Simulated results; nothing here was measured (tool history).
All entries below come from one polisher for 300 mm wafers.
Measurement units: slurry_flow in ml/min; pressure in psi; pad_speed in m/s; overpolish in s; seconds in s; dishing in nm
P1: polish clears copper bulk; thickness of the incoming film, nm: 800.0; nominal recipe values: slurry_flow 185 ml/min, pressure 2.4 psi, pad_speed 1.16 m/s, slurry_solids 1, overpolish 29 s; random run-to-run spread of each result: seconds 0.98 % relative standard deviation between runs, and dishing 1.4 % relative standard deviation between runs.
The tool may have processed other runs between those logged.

| run | hour | slurry_flow | pressure | pad_speed | slurry_solids | overpolish | wafers polished on this pad | hours since the slurry nozzle was cleaned | hours since the head pressure was calibrated | hours since the slurry blender was calibrated | seconds | dishing |
|---|---|---|---|---|---|---|---|---|---|---|---|---|
| 1 | 13.8 | 185 | 2.4 | 1.16 | 1 | 29 | 239 | 290.8 | 351.2 | 50.9 | 94 | 57.075 |
| 2 | 29.9 | 185 | 2.4 | 1.16 | 1 | 29 | 359 | 306.9 | 367.3 | 67 | 95.433 | 55.245 |
|  | 46.9 | worn pad replaced by a new one |
| 3 | 47.7 | 185 | 2.4 | 1.16 | 1 | 29 | 6 | 324.7 | 385.1 | 84.8 | 96.358 | 55.404 |
| 4 | 64.8 | 185 | 1.1 | 0.9 | 1 | 29 | 133 | 341.8 | 402.2 | 101.9 | 267.36 | 36.949 |
| 5 | 78.4 | 185 | 1.3 | 1.16 | 1 | 29 | 235 | 355.4 | 415.8 | 115.5 | 176.39 | 44.069 |
| 6 | 94.8 | 110 | 2.4 | 1.16 | 1 | 29 | 357 | 371.8 | 432.2 | 131.9 | 106.75 | 55.345 |
| 7 | 105.3 | 230 | 2.4 | 1.16 | 1 | 29 | 435 | 382.3 | 442.7 | 142.4 | 92.957 | 56.324 |
| 8 | 114.1 | 185 | 2.4 | 1.16 | 1 | 29 | 500 | 391.1 | 451.5 | 151.2 | 97.123 | 54.89 |
| 9 | 122.9 | 185 | 2.4 | 1.16 | 1 | 13 | 566 | 399.9 | 460.3 | 160 | 94.925 | 44.245 |
| 10 | 138.9 | 185 | 3.1 | 1.16 | 1 | 29 | 685 | 415.9 | 476.3 | 176 | 73.759 | 59.273 |
|  | 139.6 | head pressure recalibrated |
| 11 | 149.3 | 185 | 1.6 | 1.16 | 0.6 | 29 | 762 | 426.3 | 9.7 | 186.4 | 158.02 | 47.244 |
| 12 | 161.5 | 185 | 2.4 | 0.54 | 1 | 29 | 853 | 438.5 | 21.9 | 198.6 | 204.58 | 44.623 |
| 13 | 171.8 | 185 | 2.4 | 1.16 | 1 | 57 | 930 | 448.8 | 32.2 | 208.9 | 96.808 | 58.65 |
| 14 | 187.9 | 185 | 2.4 | 1.58 | 1 | 29 | 1050 | 464.9 | 48.3 | 225 | 71.125 | 56.897 |
| 15 | 196.7 | 185 | 2.4 | 1.16 | 1 | 29 | 1115 | 473.7 | 57.1 | 233.8 | 97.957 | 55.603 |
| 16 | 211.6 | 185 | 2.4 | 1.16 | 1.25 | 29 | 1226 | 488.6 | 72 | 248.7 | 90.675 | 56.917 |
| 17 | 221.3 | 185 | 2.4 | 1.16 | 0.5 | 29 | 1298 | 498.3 | 81.7 | 258.4 | 110.87 | 54.305 |
| 18 | 238.1 | 185 | 2.4 | 1.16 | 1 | 29 | 1423 | 515.1 | 98.5 | 275.2 | 95.438 | 56.296 |
| 19 | 251.4 | 185 | 2.4 | 1.16 | 1 | 29 | 1522 | 528.4 | 111.8 | 288.5 | 97.406 | 57.931 |
| 20 | 263.2 | 185 | 2.4 | 1.16 | 1 | 29 | 1610 | 540.2 | 123.6 | 300.3 | 99.611 | 55.912 |
| 21 | 275.5 | 185 | 2.4 | 1.16 | 1 | 29 | 1702 | 552.5 | 135.9 | 312.6 | 99.966 | 55.48 |
| 22 | 284 | 185 | 2.4 | 1.16 | 1 | 29 | 1765 | 561 | 144.4 | 321.1 | 100.71 | 56.159 |
|  | 300.9 | worn pad replaced by a new one |
| 23 | 301.6 | 185 | 2.4 | 1.16 | 1 | 29 | 5 | 578.6 | 162 | 338.7 | 102.9 | 55.551 |
| 24 | 315.9 | 185 | 2.4 | 1.16 | 1 | 29 | 112 | 592.9 | 176.3 | 353 | 101.63 | 56.122 |
| 25 | 334.1 | 185 | 2.4 | 1.16 | 1 | 29 | 247 | 611.1 | 194.5 | 371.2 | 104.96 | 54.924 |

What will run 26 give?
|  | 349.3 | head pressure recalibrated |
| 26 | 351.6 | 185 | 2.4 | 1.16 | 1 | 29 | 378 | 628.6 | 2.3 | 388.7 | ? | ? |

seconds: 104.59 s
dishing: 53.461 nm
